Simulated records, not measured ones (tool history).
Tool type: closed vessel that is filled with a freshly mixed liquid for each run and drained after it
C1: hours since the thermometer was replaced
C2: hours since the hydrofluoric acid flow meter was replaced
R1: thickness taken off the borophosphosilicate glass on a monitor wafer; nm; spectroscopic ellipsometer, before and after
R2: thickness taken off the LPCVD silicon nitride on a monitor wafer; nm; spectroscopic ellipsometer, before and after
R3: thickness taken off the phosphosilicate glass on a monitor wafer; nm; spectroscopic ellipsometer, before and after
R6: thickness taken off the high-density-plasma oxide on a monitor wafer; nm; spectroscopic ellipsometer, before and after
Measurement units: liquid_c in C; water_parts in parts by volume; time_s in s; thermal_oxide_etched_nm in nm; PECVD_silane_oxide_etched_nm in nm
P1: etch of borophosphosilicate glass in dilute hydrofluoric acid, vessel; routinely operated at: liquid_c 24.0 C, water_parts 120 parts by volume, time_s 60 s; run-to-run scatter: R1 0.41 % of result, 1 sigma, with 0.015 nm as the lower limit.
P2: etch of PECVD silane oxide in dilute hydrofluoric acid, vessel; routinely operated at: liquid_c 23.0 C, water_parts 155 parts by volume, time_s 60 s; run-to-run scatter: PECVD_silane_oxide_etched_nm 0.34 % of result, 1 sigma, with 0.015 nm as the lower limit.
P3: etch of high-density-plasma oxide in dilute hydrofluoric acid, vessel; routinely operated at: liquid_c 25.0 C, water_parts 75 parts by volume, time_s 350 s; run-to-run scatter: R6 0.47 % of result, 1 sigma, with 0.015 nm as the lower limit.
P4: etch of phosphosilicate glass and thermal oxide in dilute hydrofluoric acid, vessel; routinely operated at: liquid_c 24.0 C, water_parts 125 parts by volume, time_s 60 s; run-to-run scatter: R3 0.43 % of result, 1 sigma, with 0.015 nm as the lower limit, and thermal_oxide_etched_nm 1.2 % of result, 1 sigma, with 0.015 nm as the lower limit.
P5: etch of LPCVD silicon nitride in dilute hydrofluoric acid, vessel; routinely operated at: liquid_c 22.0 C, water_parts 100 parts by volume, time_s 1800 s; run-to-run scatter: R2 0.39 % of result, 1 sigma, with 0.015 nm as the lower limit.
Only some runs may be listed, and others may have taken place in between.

{"run": 1, "hour": 16.0, "process": "P1", "liquid_c": 24.0, "water_parts": 120, "time_s": 60, "C1": 890.0, "C2": 633.8, "R1": 35.285}
{"run": 2, "hour": 29.9, "process": "P5", "liquid_c": 22.0, "water_parts": 100, "time_s": 1800, "C1": 903.9, "C2": 647.7, "R2": 8.0825}
{"run": 3, "hour": 43.2, "process": "P4", "liquid_c": 20.0, "water_parts": 125, "time_s": 60, "C1": 917.2, "C2": 661.0, "R3": 59.722, "thermal_oxide_etched_nm": 1.9409}
{"run": 4, "hour": 59.5, "process": "P2", "liquid_c": 23.0, "water_parts": 155, "time_s": 60, "C1": 933.5, "C2": 677.3, "PECVD_silane_oxide_etched_nm": 17.777}
{"run": 5, "hour": 67.6, "process": "P2", "liquid_c": 23.0, "water_parts": 155, "time_s": 30, "C1": 941.6, "C2": 685.4, "PECVD_silane_oxide_etched_nm": 8.9037}
{"run": 6, "hour": 85.2, "process": "P3", "liquid_c": 25.0, "water_parts": 75, "time_s": 350, "C1": 959.2, "C2": 703.0, "R6": 26.372}
{"run": 7, "hour": 99.4, "process": "P2", "liquid_c": 19.5, "water_parts": 155, "time_s": 60, "C1": 973.4, "C2": 717.2, "PECVD_silane_oxide_etched_nm": 15.523}
{"run": 8, "hour": 109.4, "process": "P1", "liquid_c": 24.0, "water_parts": 120, "time_s": 60, "C1": 983.4, "C2": 727.2, "R1": 35.226}
{"run": 9, "hour": 120.9, "process": "P4", "liquid_c": 24.0, "water_parts": 125, "time_s": 110, "C1": 994.9, "C2": 738.7, "R3": 130.03, "thermal_oxide_etched_nm": 4.157}
{"run": 10, "hour": 128.7, "process": "P5", "liquid_c": 22.0, "water_parts": 100, "time_s": 3235, "C1": 1002.7, "C2": 746.5, "R2": 14.505}
{"run": 11, "hour": 138.7, "process": "P1", "liquid_c": 24.0, "water_parts": 120, "time_s": 30, "C1": 1012.7, "C2": 756.5, "R1": 17.554}
{"run": 12, "hour": 153.7, "process": "P1", "liquid_c": 24.0, "water_parts": 120, "time_s": 60, "C1": 1027.7, "C2": 771.5, "R1": 35.087}
{"run": 13, "hour": 163.4, "process": "P1", "liquid_c": 20.0, "water_parts": 120, "time_s": 60, "C1": 1037.4, "C2": 781.2, "R1": 30.081}
{"run": 14, "hour": 175.3, "process": "P1", "liquid_c": 31.0, "water_parts": 120, "time_s": 60, "C1": 1049.3, "C2": 793.1, "R1": 46.001}
{"run": 15, "hour": 191.9, "process": "P3", "liquid_c": 25.0, "water_parts": 40, "time_s": 350, "C1": 1065.9, "C2": 809.7, "R6": 51.947}
{"run": 16, "hour": 209.1, "process": "P5", "liquid_c": 22.0, "water_parts": 100, "time_s": 1800, "C1": 1083.1, "C2": 826.9, "R2": 8.1187}
{"run": 17, "hour": 221.1, "process": "P1", "liquid_c": 24.0, "water_parts": 120, "time_s": 60, "C1": 1095.1, "C2": 838.9, "R1": 34.988}
{"run": 18, "hour": 233.6, "process": "P3", "liquid_c": 33.0, "water_parts": 75, "time_s": 350, "C1": 1107.6, "C2": 851.4, "R6": 36.008}
{"run": 19, "hour": 248.5, "process": "P1", "liquid_c": 24.0, "water_parts": 120, "time_s": 60, "C1": 1122.5, "C2": 866.3, "R1": 34.983}
{"run": 20, "hour": 261.6, "process": "P1", "liquid_c": 24.0, "water_parts": 120, "time_s": 100, "C1": 1135.6, "C2": 879.4, "R1": 59.15}
{"run": 21, "hour": 277.7, "process": "P2", "liquid_c": 23.0, "water_parts": 155, "time_s": 60, "C1": 1151.7, "C2": 895.5, "PECVD_silane_oxide_etched_nm": 17.815}
{"hour": 278.5, "done": "hydrofluoric acid flow meter replaced"}
{"run": 22, "hour": 295.5, "process": "P1", "liquid_c": 24.0, "water_parts": 165, "time_s": 60, "C1": 1169.5, "C2": 17.0, "R1": 24.378}
{"run": 23, "hour": 312.3, "process": "P1", "liquid_c": 24.0, "water_parts": 210, "time_s": 90, "C1": 1186.3, "C2": 33.8, "R1": 27.029}
{"run": 24, "hour": 325.2, "process": "P2", "liquid_c": 23.0, "water_parts": 30, "time_s": 60, "C1": 1199.2, "C2": 46.7, "PECVD_silane_oxide_etched_nm": 106.62}
{"run": 25, "hour": 338.1, "process": "P4", "liquid_c": 24.0, "water_parts": 45, "time_s": 60, "C1": 1212.1, "C2": 59.6, "R3": 218.7, "thermal_oxide_etched_nm": 7.0739}
{"run": 26, "hour": 353.1, "process": "P5", "liquid_c": 22.0, "water_parts": 170, "time_s": 1800, "C1": 1227.1, "C2": 74.6, "R2": 4.7863}
{"run": 27, "hour": 366.2, "process": "P1", "liquid_c": 24.0, "water_parts": 35, "time_s": 60, "C1": 1240.2, "C2": 87.7, "R1": 134.75}
{"run": 28, "hour": 379.4, "process": "P4", "liquid_c": 24.0, "water_parts": 125, "time_s": 60, "C1": 1253.4, "C2": 100.9, "R3": 70.485, "thermal_oxide_etched_nm": 2.2559}
{"run": 29, "hour": 396.2, "process": "P5", "liquid_c": 17.0, "water_parts": 100, "time_s": 1800, "C1": 1270.2, "C2": 117.7, "R2": 5.6851}
{"run": 30, "hour": 413.4, "process": "P1", "liquid_c": 29.5, "water_parts": 190, "time_s": 60, "C1": 1287.4, "C2": 134.9, "R1": 25.057}
{"run": 31, "hour": 427.0, "process": "P3", "liquid_c": 25.0, "water_parts": 75, "time_s": 85, "C1": 1301.0, "C2": 148.5, "R6": 6.421}
{"run": 32, "hour": 442.2, "process": "P1", "liquid_c": 24.0, "water_parts": 120, "time_s": 60, "C1": 1316.2, "C2": 163.7, "R1": 35.099}
{"run": 33, "hour": 456.3, "process": "P1", "liquid_c": 24.0, "water_parts": 120, "time_s": 60, "C1": 1330.3, "C2": 177.8, "R1": 36.427}
{"run": 34, "hour": 469.7, "process": "P1", "liquid_c": 24.0, "water_parts": 120, "time_s": 60, "C1": 1343.7, "C2": 191.2, "R1": 37.429}
{"run": 35, "hour": 478.0, "process": "P1", "liquid_c": 24.0, "water_parts": 120, "time_s": 60, "C1": 1352.0, "C2": 199.5, "R1": 37.469}
{"run": 36, "hour": 486.5, "process": "P1", "liquid_c": 24.0, "water_parts": 120, "time_s": 60, "C1": 1360.5, "C2": 208.0, "R1": 37.908}
{"run": 37, "hour": 500.4, "process": "P1", "liquid_c": 24.0, "water_parts": 120, "time_s": 60, "C1": 1374.4, "C2": 221.9, "R1": 38.165}
{"run": 38, "hour": 509.2, "process": "P1", "liquid_c": 24.0, "water_parts": 120, "time_s": 60, "C1": 1383.2, "C2": 230.7, "R1": 38.36}
{"run": 39, "hour": 517.3, "process": "P1", "liquid_c": 24.0, "water_parts": 120, "time_s": 60, "C1": 1391.3, "C2": 238.8, "R1": 38.278}
{"run": 40, "hour": 533.1, "process": "P1", "liquid_c": 24.0, "water_parts": 120, "time_s": 60, "C1": 1407.1, "C2": 254.6, "R1": 38.349}

P1 has crept away from where it was. The log is fitted equally well by each of these 2 causes, at the sizes shown:
A: liquid hotter than its thermometer reads (K) = 2.23
B: hydrofluoric acid flow above the setpoint (%) = 7.86
The creep began at about hour 442.2.

Below are 4 check runs, each on a single wafer, with their results shown as question marks. Which of them would tell the listed causes apart, meaning the causes would give clearly different results under it?
{"run": "check 1", "hour": 548.9, "process": "P3", "liquid_c": 25.0, "water_parts": 75, "time_s": 350, "R6": "?"}
{"run": "check 2", "hour": 548.9, "process": "P5", "liquid_c": 22.0, "water_parts": 100, "time_s": 1800, "R2": "?"}
{"run": "check 3", "hour": 548.9, "process": "P4", "liquid_c": 24.0, "water_parts": 125, "time_s": 60, "R3": "?", "thermal_oxide_etched_nm": "?"}
{"run": "check 4", "hour": 548.9, "process": "P2", "liquid_c": 23.0, "water_parts": 155, "time_s": 60, "PECVD_silane_oxide_etched_nm": "?"}

Predicted outcomes, by check and by cause:
check=check_1 result=R6 if_A=28.762 if_B=28.605
check=check_2 result=R2 if_A=9.3454 if_B=8.6811
check=check_3 result=R3 if_A=76.885 if_B=76.937
check=check_3 result=thermal_oxide_etched_nm if_A=2.5172 if_B=2.5190
check=check_4 result=PECVD_silane_oxide_etched_nm if_A=19.3390 if_B=19.4070
Per-check spread between the two closest causes, in the result where they differ most: check 1 0.55 %; check 2 7.37 %; check 3 0.07 %; check 4 0.35 %
The causes can be told apart only by check 2. The other checks would give nearly the same results under each of them.

Check 2 has now been run. It gave: R2 8.6630 nm. Which of the candidate causes is it?

The correct cause is B, namely: hydrofluoric acid flow above the setpoint (%).
